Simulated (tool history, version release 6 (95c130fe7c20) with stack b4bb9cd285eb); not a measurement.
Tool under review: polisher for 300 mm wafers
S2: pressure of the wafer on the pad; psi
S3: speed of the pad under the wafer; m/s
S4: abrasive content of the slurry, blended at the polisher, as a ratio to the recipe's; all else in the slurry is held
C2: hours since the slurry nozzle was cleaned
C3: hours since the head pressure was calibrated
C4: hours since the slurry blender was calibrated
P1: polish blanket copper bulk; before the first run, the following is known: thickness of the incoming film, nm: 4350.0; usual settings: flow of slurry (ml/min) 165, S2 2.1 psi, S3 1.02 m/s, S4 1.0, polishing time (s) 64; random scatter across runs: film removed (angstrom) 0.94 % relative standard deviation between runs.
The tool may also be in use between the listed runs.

run 1 hour=6.1 | flow_of_slurry_(ml/min)=165 S2=2.1 S3=1.02 S4=1.0 polishing_time_(s)=64 | wafers_polished_on_this_pad=600 C2=125.2 C3=697.7 C4=131.5 | film_removed_(angstrom)=3726.4
run 2 hour=9.7 | flow_of_slurry_(ml/min)=165 S2=2.1 S3=1.02 S4=1.0 polishing_time_(s)=64 | wafers_polished_on_this_pad=635 C2=128.8 C3=701.3 C4=135.1 | film_removed_(angstrom)=3685.3
run 3 hour=14.4 | flow_of_slurry_(ml/min)=105 S2=2.1 S3=1.02 S4=1.0 polishing_time_(s)=64 | wafers_polished_on_this_pad=680 C2=133.5 C3=706.0 C4=139.8 | film_removed_(angstrom)=3410.1
run 4 hour=18.0 | flow_of_slurry_(ml/min)=165 S2=2.1 S3=1.02 S4=1.0 polishing_time_(s)=64 | wafers_polished_on_this_pad=714 C2=137.1 C3=709.6 C4=143.4 | film_removed_(angstrom)=3715.3
run 5 hour=21.3 | flow_of_slurry_(ml/min)=165 S2=2.1 S3=1.02 S4=0.5 polishing_time_(s)=64 | wafers_polished_on_this_pad=746 C2=140.4 C3=712.9 C4=146.7 | film_removed_(angstrom)=3188.3
run 6 hour=26.7 | flow_of_slurry_(ml/min)=110 S2=2.1 S3=1.42 S4=1.0 polishing_time_(s)=64 | wafers_polished_on_this_pad=797 C2=145.8 C3=718.3 C4=152.1 | film_removed_(angstrom)=4771.5
run 7 hour=32.0 | flow_of_slurry_(ml/min)=165 S2=2.1 S3=0.46 S4=1.0 polishing_time_(s)=64 | wafers_polished_on_this_pad=848 C2=151.1 C3=723.6 C4=157.4 | film_removed_(angstrom)=1668.5
run 8 hour=35.3 | flow_of_slurry_(ml/min)=165 S2=2.1 S3=1.02 S4=1.0 polishing_time_(s)=64 | wafers_polished_on_this_pad=880 C2=154.4 C3=726.9 C4=160.7 | film_removed_(angstrom)=3695.7
run 9 hour=39.3 | flow_of_slurry_(ml/min)=165 S2=2.1 S3=1.02 S4=1.0 polishing_time_(s)=64 | wafers_polished_on_this_pad=918 C2=158.4 C3=730.9 C4=164.7 | film_removed_(angstrom)=3706.9
run 10 hour=46.3 | flow_of_slurry_(ml/min)=165 S2=2.1 S3=1.02 S4=0.7 polishing_time_(s)=92 | wafers_polished_on_this_pad=985 C2=165.4 C3=737.9 C4=171.7 | film_removed_(angstrom)=4924.5
run 11 hour=50.0 | flow_of_slurry_(ml/min)=260 S2=2.1 S3=1.02 S4=1.0 polishing_time_(s)=64 | wafers_polished_on_this_pad=1020 C2=169.1 C3=741.6 C4=175.4 | film_removed_(angstrom)=3885.0
run 12 hour=54.4 | flow_of_slurry_(ml/min)=165 S2=0.9 S3=1.02 S4=1.0 polishing_time_(s)=64 | wafers_polished_on_this_pad=1063 C2=173.5 C3=746.0 C4=179.8 | film_removed_(angstrom)=1600.9
run 13 hour=58.9 | flow_of_slurry_(ml/min)=165 S2=2.9 S3=1.02 S4=1.0 polishing_time_(s)=64 | wafers_polished_on_this_pad=1106 C2=178.0 C3=750.5 C4=184.3 | film_removed_(angstrom)=5117.8
run 14 hour=62.9 | flow_of_slurry_(ml/min)=165 S2=2.1 S3=1.02 S4=1.4 polishing_time_(s)=64 | wafers_polished_on_this_pad=1144 C2=182.0 C3=754.5 C4=188.3 | film_removed_(angstrom)=3961.1
run 15 hour=67.1 | flow_of_slurry_(ml/min)=165 S2=2.1 S3=1.02 S4=1.0 polishing_time_(s)=37 | wafers_polished_on_this_pad=1184 C2=186.2 C3=758.7 C4=192.5 | film_removed_(angstrom)=2161.6
-- hour=71.2 slurry blender recalibrated
run 16 hour=71.7 | flow_of_slurry_(ml/min)=165 S2=2.1 S3=1.02 S4=1.0 polishing_time_(s)=64 | wafers_polished_on_this_pad=1228 C2=190.8 C3=763.3 C4=0.6 | film_removed_(angstrom)=3675.4
run 17 hour=77.9 | flow_of_slurry_(ml/min)=165 S2=2.1 S3=1.60 S4=1.0 polishing_time_(s)=64 | wafers_polished_on_this_pad=1288 C2=197.0 C3=769.5 C4=6.8 | film_removed_(angstrom)=5768.2
run 18 hour=82.0 | flow_of_slurry_(ml/min)=165 S2=2.1 S3=1.02 S4=1.0 polishing_time_(s)=97 | wafers_polished_on_this_pad=1327 C2=201.1 C3=773.6 C4=10.9 | film_removed_(angstrom)=5705.3
run 19 hour=89.2 | flow_of_slurry_(ml/min)=165 S2=2.1 S3=1.02 S4=1.0 polishing_time_(s)=64 | wafers_polished_on_this_pad=1396 C2=208.3 C3=780.8 C4=18.1 | film_removed_(angstrom)=3719.0
run 20 hour=94.2 | flow_of_slurry_(ml/min)=165 S2=2.1 S3=1.02 S4=1.0 polishing_time_(s)=64 | wafers_polished_on_this_pad=1444 C2=213.3 C3=785.8 C4=23.1 | film_removed_(angstrom)=3538.2
run 21 hour=99.0 | flow_of_slurry_(ml/min)=165 S2=2.1 S3=1.02 S4=1.0 polishing_time_(s)=64 | wafers_polished_on_this_pad=1490 C2=218.1 C3=790.6 C4=27.9 | film_removed_(angstrom)=3544.2
run 22 hour=102.5 | flow_of_slurry_(ml/min)=165 S2=2.1 S3=1.02 S4=1.0 polishing_time_(s)=64 | wafers_polished_on_this_pad=1523 C2=221.6 C3=794.1 C4=31.4 | film_removed_(angstrom)=3469.3
-- hour=108.2 head pressure recalibrated
run 23 hour=108.2 | flow_of_slurry_(ml/min)=165 S2=2.1 S3=1.02 S4=1.0 polishing_time_(s)=64 | wafers_polished_on_this_pad=1578 C2=227.3 C3=0.0 C4=37.1 | film_removed_(angstrom)=3427.7
run 24 hour=112.7 | flow_of_slurry_(ml/min)=165 S2=2.1 S3=1.02 S4=1.0 polishing_time_(s)=64 | wafers_polished_on_this_pad=1621 C2=231.8 C3=4.5 C4=41.6 | film_removed_(angstrom)=3433.8
run 25 hour=117.1 | flow_of_slurry_(ml/min)=165 S2=2.1 S3=1.02 S4=1.0 polishing_time_(s)=64 | wafers_polished_on_this_pad=1663 C2=236.2 C3=8.9 C4=46.0 | film_removed_(angstrom)=3425.4
-- hour=117.4 slurry blender recalibrated
run 26 hour=121.4 | flow_of_slurry_(ml/min)=165 S2=2.1 S3=1.02 S4=1.0 polishing_time_(s)=64 | wafers_polished_on_this_pad=1704 C2=240.5 C3=13.2 C4=4.1 | film_removed_(angstrom)=3422.4
run 27 hour=126.3 | flow_of_slurry_(ml/min)=165 S2=2.1 S3=1.02 S4=1.0 polishing_time_(s)=64 | wafers_polished_on_this_pad=1751 C2=245.4 C3=18.1 C4=9.0 | film_removed_(angstrom)=3376.4
run 28 hour=133.3 | flow_of_slurry_(ml/min)=165 S2=2.1 S3=1.02 S4=1.0 polishing_time_(s)=64 | wafers_polished_on_this_pad=1818 C2=252.4 C3=25.1 C4=16.0 | film_removed_(angstrom)=3366.4
run 29 hour=138.7 | flow_of_slurry_(ml/min)=165 S2=2.1 S3=1.02 S4=1.0 polishing_time_(s)=64 | wafers_polished_on_this_pad=1870 C2=257.8 C3=30.5 C4=21.4 | film_removed_(angstrom)=3355.7

P1 has crept away from where it was. The log is fitted equally well by each of these 2 causes, at the sizes shown:
A: slurry flow missing at the pad, % = 38.9
B: removal rate lost through wear of the pad, % = 9.36
The gradual shift began around hour 89.2.
Why every other cause is out:
head's pressure below its setpoint, %: was serviced at hour 108.2, once the creep was under way, yet the earlier output never came back
abrasive missing from the slurry, %: was serviced at hour 117.4, once the creep was under way, yet the earlier output never came back

Each of the check runs listed below is run on 5 wafers and reports their average, with the results left as question marks. Pick the one under which the possible causes would lead to clearly different results.
run check 1 hour=144.1 | flow_of_slurry_(ml/min)=165 S2=2.1 S3=1.48 S4=1.0 polishing_time_(s)=64 | film_removed_(angstrom)=?
run check 2 hour=144.1 | flow_of_slurry_(ml/min)=165 S2=2.1 S3=1.40 S4=1.0 polishing_time_(s)=40 | film_removed_(angstrom)=?
run check 3 hour=144.1 | flow_of_slurry_(ml/min)=165 S2=1.1 S3=1.56 S4=1.0 polishing_time_(s)=64 | film_removed_(angstrom)=?
run check 4 hour=144.1 | flow_of_slurry_(ml/min)=250 S2=2.1 S3=1.02 S4=1.0 polishing_time_(s)=94 | film_removed_(angstrom)=?

What every check run would give for each of its results, assuming each possible cause in turn:
check=check_1 result=film_removed_(angstrom) if_A=4878.8 if_B=4878.7
check=check_2 result=film_removed_(angstrom) if_A=2884.4 if_B=2884.4
check=check_3 result=film_removed_(angstrom) if_A=2693.7 if_B=2693.7
check=check_4 result=film_removed_(angstrom) if_A=5380.1 if_B=5214.0
Smallest distance between any two causes, each pair judged by its most separating result, in per cent: check 1 0 %; check 2 0 %; check 3 0 %; check 4 3.14 %
Check 4 is the one run that separates the causes; every other check would come out nearly the same whichever cause is at work.

Check 4 was carried out, with these results: film removed (angstrom) 5246.6. Which of the listed causes is responsible?

The correct cause is B, namely: removal rate lost through wear of the pad, %.
